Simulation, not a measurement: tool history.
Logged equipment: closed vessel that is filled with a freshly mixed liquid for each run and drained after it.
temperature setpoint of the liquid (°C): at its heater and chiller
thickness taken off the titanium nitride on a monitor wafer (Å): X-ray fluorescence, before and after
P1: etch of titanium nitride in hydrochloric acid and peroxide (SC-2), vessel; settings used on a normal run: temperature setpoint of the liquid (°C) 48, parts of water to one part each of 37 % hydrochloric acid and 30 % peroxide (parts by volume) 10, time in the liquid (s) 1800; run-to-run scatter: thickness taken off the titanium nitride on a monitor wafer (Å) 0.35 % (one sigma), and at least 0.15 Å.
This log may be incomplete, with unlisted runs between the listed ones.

run    day  temperature setpoint of the liquid (°C)  parts of water to one part each of 37 % hydrochloric acid and 30 % peroxide (parts by volume)  time in the liquid (s)  hours since the thermometer was replaced  hours since the chemicals flow meter was replaced  hours since the drum of peroxide was connected  thickness taken off the titanium nitride on a monitor wafer (Å)
  1  0.167                                       48                                                                                             10                    1800                                     712.3                                              299.4                                          1145.5                                                           263.63
  2  0.475                                       48                                                                                             10                    1800                                     719.7                                              306.8                                          1152.9                                                           262.12
  3  0.725                                       35                                                                                             10                    1800                                     725.7                                              312.8                                          1158.9                                                           105.41
  4  0.888                                       48                                                                                             10                    1800                                     729.6                                              316.7                                          1162.8                                                           263.26
     0.904  -- chemicals flow meter replaced
  5  1.167                                       55                                                                                            5.5                    1800                                     736.3                                                6.3                                          1169.5                                                           672.16
  6  1.329                                       60                                                                                            6.5                    1800                                     740.2                                               10.2                                          1173.4                                                           811.16
  7  1.567                                       48                                                                                             10                    3295                                     745.9                                               15.9                                          1179.1                                                           481.28
  8  1.792                                       48                                                                                             10                     395                                     751.3                                               21.3                                          1184.5                                                            57.88
     1.929  -- thermometer replaced
  9  2.071                                       48                                                                                              4                    1800                                       3.5                                                 28                                          1191.2                                                           526.68
 10  2.233                                       35                                                                                           13.5                    1800                                       7.4                                               31.9                                          1195.1                                                           82.178
 11  2.458                                       48                                                                                             10                    1800                                      12.8                                               37.3                                          1200.5                                                           263.84
 12  2.762                                       64                                                                                             10                    1800                                      20.1                                               44.6                                          1207.8                                                           735.61
 13      3                                       48                                                                                             14                    1800                                      25.8                                               50.3                                          1213.5                                                           196.96
 14  3.225                                       48                                                                                             10                    1800                                      31.2                                               55.7                                          1218.9                                                           263.96
 15  3.492                                       48                                                                                             10                    1800                                      37.6                                               62.1                                          1225.3                                                           261.85
 16  3.675                                       48                                                                                             10                    1800                                        42                                               66.5                                          1229.7                                                            265.1
 17  3.967                                       48                                                                                             10                    1800                                        49                                               73.5                                          1236.7                                                           261.65
 18  4.129                                       48                                                                                             10                    1800                                      52.9                                               77.4                                          1240.6                                                           255.92
 19  4.375                                       48                                                                                             10                    1800                                      58.8                                               83.3                                          1246.5                                                           251.84
 20  4.575                                       48                                                                                             10                    1800                                      63.6                                               88.1                                          1251.3                                                           247.05
 21  4.758                                       48                                                                                             10                    1800                                        68                                               92.5                                          1255.7                                                           245.68
 22  4.983                                       48                                                                                             10                    1800                                      73.4                                               97.9                                          1261.1                                                           243.13
 23  5.262                                       48                                                                                             10                    1800                                      80.1                                              104.6                                          1267.8                                                           241.52
     5.383  -- new drum of peroxide connected
 24  5.521                                       48                                                                                             10                    1800                                      86.3                                              110.8                                             3.3                                                            241.4
 25  5.796                                       48                                                                                             10                    1800                                      92.9                                              117.4                                             9.9                                                           240.33
 26  6.054                                       48                                                                                             10                    1800                                      99.1                                              123.6                                            16.1                                                           238.55

P1 has crept away from where it was. The log is fitted equally well by each of these 2 causes, at the sizes shown:
A: liquid colder than its thermometer reads (K) = 1.37
B: chemicals flow below the setpoint (%) = 10.5
At approximately day 3.967, the process output began to creep.
Why every other cause is out:
peroxide weaker than its label (%): serviced after onset, at day 5.383, with no recovery of the prior output

4 check runs are offered, each on 2 wafers whose results are averaged, their results left as question marks. Which one tells the causes apart?
check 1  6.312                                       39                                                                                             10                     980                                                                                                                                                                                                             ?
check 2  6.312                                     38.5                                                                                              4                    1800                                                                                                                                                                                                             ?
check 3  6.312                                       48                                                                                             10                     970                                                                                                                                                                                                             ?
check 4  6.312                                       57                                                                                             10                    1800                                                                                                                                                                                                             ?

Check results expected under each cause:
  check                                                           result    if A    if B
check 1  thickness taken off the titanium nitride on a monitor wafer (Å)   69.54  69.893
check 2  thickness taken off the titanium nitride on a monitor wafer (Å)  246.39  252.22
check 3  thickness taken off the titanium nitride on a monitor wafer (Å)  129.31  129.26
check 4  thickness taken off the titanium nitride on a monitor wafer (Å)  435.48  433.14
Per check, the gap between the least separated pair of causes, taken in the result that splits them most: check 1 0.51 %; check 2 2.34 %; check 3 0.04 %; check 4 0.54 %
The other checks would show nearly matching results whichever cause is true, so check 2 is the only one that separates the causes.

Check 2 was carried out, with these results: thickness taken off the titanium nitride on a monitor wafer (Å) 252.19. Which of the listed causes is responsible?

It was cause B: chemicals flow below the setpoint (%).

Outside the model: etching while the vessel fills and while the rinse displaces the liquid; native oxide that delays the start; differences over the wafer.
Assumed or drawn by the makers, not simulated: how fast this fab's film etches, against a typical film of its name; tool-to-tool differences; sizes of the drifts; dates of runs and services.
